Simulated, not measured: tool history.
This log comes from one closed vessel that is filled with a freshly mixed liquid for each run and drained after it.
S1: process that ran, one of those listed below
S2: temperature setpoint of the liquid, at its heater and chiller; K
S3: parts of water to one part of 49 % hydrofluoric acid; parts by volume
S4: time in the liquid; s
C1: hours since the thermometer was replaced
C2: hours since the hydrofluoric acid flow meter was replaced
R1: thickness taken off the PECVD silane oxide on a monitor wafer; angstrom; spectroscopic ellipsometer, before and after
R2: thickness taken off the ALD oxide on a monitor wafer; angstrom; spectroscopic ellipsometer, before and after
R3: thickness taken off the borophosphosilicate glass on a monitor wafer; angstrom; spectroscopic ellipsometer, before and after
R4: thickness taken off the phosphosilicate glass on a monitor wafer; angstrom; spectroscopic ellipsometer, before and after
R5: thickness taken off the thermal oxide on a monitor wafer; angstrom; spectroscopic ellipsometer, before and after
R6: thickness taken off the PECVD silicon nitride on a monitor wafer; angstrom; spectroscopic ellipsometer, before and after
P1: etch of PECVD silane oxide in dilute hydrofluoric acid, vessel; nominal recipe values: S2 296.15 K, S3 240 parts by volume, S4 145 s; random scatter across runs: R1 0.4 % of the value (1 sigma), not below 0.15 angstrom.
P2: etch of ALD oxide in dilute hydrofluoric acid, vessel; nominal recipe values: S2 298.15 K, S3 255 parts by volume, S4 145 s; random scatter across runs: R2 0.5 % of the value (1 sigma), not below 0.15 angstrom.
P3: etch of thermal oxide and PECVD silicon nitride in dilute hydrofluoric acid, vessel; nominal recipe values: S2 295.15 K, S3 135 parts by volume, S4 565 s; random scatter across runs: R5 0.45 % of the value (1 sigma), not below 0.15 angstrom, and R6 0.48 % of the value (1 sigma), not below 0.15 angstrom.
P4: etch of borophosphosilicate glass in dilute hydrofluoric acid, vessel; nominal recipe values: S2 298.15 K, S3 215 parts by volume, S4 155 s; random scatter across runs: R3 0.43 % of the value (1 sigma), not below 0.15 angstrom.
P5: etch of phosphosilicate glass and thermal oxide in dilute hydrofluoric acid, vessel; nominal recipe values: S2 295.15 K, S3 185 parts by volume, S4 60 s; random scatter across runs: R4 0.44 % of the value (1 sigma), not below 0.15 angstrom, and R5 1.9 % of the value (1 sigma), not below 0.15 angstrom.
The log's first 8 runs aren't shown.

| run | hour | S1 | S2 | S3 | S4 | C1 | C2 | R1 | R2 | R3 | R4 | R5 | R6 |
|---|---|---|---|---|---|---|---|---|---|---|---|---|---|
| 9 | 81.9 | P3 | 295.15 | 230 | 565 | 151.4 | 302.8 |  |  |  |  | 98.467 | 55.181 |
| 10 | 89.1 | P5 | 295.15 | 185 | 60 | 158.6 | 310.0 |  |  |  | 526.44 | 13.077 |  |
| 11 | 95.4 | P5 | 295.15 | 185 | 110 | 164.9 | 316.3 |  |  |  | 966.13 | 22.902 |  |
| 12 | 101.6 | P1 | 291.15 | 240 | 30 | 171.1 | 322.5 | 22.940 |  |  |  |  |  |
| 13 | 110.6 | P1 | 296.15 | 240 | 145 | 180.1 | 331.5 | 135.450 |  |  |  |  |  |
| 14 | 120.5 | P1 | 296.15 | 45 | 145 | 190.0 | 341.4 | 906.360 |  |  |  |  |  |
| 15 | 132.7 | P2 | 298.15 | 410 | 145 | 202.2 | 353.6 |  | 55.322 |  |  |  |  |
| 16 | 143.7 | P4 | 298.15 | 385 | 155 | 213.2 | 364.6 |  |  | 168.42 |  |  |  |
| 17 | 156.2 | P4 | 305.15 | 215 | 155 | 225.7 | 377.1 |  |  | 455.04 |  |  |  |
| 18 | 165.9 | P1 | 296.15 | 240 | 265 | 235.4 | 386.8 | 248.280 |  |  |  |  |  |
| 19 | 175.1 | P2 | 302.65 | 255 | 145 | 244.6 | 396.0 |  | 119.260 |  |  |  |  |
| 20 | 187.3 | P1 | 296.15 | 430 | 85 | 256.8 | 408.2 | 37.281 |  |  |  |  |  |
| 21 | 198.1 | P2 | 298.15 | 255 | 30 | 267.6 | 419.0 |  | 21.142 |  |  |  |  |
| 22 | 209.5 | P3 | 295.15 | 135 | 565 | 279.0 | 430.4 |  |  |  |  | 184.130 | 93.267 |
| 23 | 221.6 | P3 | 290.65 | 135 | 565 | 291.1 | 442.5 |  |  |  |  | 153.600 | 69.032 |
| 24 | 233.8 | P1 | 296.15 | 240 | 145 | 303.3 | 454.7 | 136.050 |  |  |  |  |  |
| 25 | 245.7 | P3 | 295.15 | 135 | 310 | 315.2 | 466.6 |  |  |  |  | 99.933 | 51.109 |

Run 26, settings as shown, results not yet in. Your forecast:
| 26 | 251.8 | P1 | 296.15 | 345 | 145 | 321.3 | 472.7 | ? |  |  |  |  |  |

Run 26 measured R1 85.713 angstrom.
